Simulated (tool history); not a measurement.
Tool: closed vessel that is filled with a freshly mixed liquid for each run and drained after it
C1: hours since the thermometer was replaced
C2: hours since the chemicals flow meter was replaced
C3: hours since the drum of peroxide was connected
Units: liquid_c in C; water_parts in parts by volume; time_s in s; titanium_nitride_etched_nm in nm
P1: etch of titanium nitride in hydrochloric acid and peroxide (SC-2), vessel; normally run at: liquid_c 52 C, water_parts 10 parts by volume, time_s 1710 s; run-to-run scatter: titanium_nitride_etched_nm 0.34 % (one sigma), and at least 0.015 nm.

{"run": 1, "hour": 12.5, "liquid_c": 52, "water_parts": 10, "time_s": 1710, "C1": 538.9, "C2": 149.3, "C3": 58.6, "titanium_nitride_etched_nm": 36.348}
{"run": 2, "hour": 29.1, "liquid_c": 52, "water_parts": 10, "time_s": 1710, "C1": 555.5, "C2": 165.9, "C3": 75.2, "titanium_nitride_etched_nm": 36.685}
{"run": 3, "hour": 37.2, "liquid_c": 52, "water_parts": 10, "time_s": 1710, "C1": 563.6, "C2": 174, "C3": 83.3, "titanium_nitride_etched_nm": 36.459}
{"run": 4, "hour": 52.7, "liquid_c": 52, "water_parts": 10, "time_s": 1710, "C1": 579.1, "C2": 189.5, "C3": 98.8, "titanium_nitride_etched_nm": 36.285}
{"run": 5, "hour": 67.2, "liquid_c": 37, "water_parts": 14.5, "time_s": 1710, "C1": 593.6, "C2": 204, "C3": 113.3, "titanium_nitride_etched_nm": 9.4053}
{"run": 6, "hour": 75.7, "liquid_c": 52, "water_parts": 10, "time_s": 115, "C1": 602.1, "C2": 212.5, "C3": 121.8, "titanium_nitride_etched_nm": 2.4259}
{"run": 7, "hour": 91.8, "liquid_c": 52, "water_parts": 4, "time_s": 1710, "C1": 618.2, "C2": 228.6, "C3": 137.9, "titanium_nitride_etched_nm": 73.382}
{"run": 8, "hour": 101.4, "liquid_c": 39, "water_parts": 10, "time_s": 1710, "C1": 627.8, "C2": 238.2, "C3": 147.5, "titanium_nitride_etched_nm": 14.97}
{"run": 9, "hour": 117.5, "liquid_c": 64, "water_parts": 10, "time_s": 2900, "C1": 643.9, "C2": 254.3, "C3": 163.6, "titanium_nitride_etched_nm": 132.69}
{"run": 10, "hour": 126.4, "liquid_c": 52, "water_parts": 18, "time_s": 1710, "C1": 652.8, "C2": 263.2, "C3": 172.5, "titanium_nitride_etched_nm": 21.954}
{"run": 11, "hour": 141.0, "liquid_c": 52, "water_parts": 10, "time_s": 2705, "C1": 667.4, "C2": 277.8, "C3": 187.1, "titanium_nitride_etched_nm": 57.618}
{"run": 12, "hour": 154.1, "liquid_c": 67.5, "water_parts": 10, "time_s": 1710, "C1": 680.5, "C2": 290.9, "C3": 200.2, "titanium_nitride_etched_nm": 96.441}
{"run": 13, "hour": 165.7, "liquid_c": 52, "water_parts": 5.5, "time_s": 735, "C1": 692.1, "C2": 302.5, "C3": 211.8, "titanium_nitride_etched_nm": 25.083}
{"run": 14, "hour": 176.6, "liquid_c": 52, "water_parts": 10, "time_s": 1710, "C1": 703, "C2": 313.4, "C3": 222.7, "titanium_nitride_etched_nm": 36.426}

Forecast run 15:
{"run": 15, "hour": 193.0, "liquid_c": 52, "water_parts": 10, "time_s": 1710, "C1": 719.4, "C2": 329.8, "C3": 239.1, "titanium_nitride_etched_nm": "?"}

Run 15 gave titanium_nitride_etched_nm 36.273 nm.
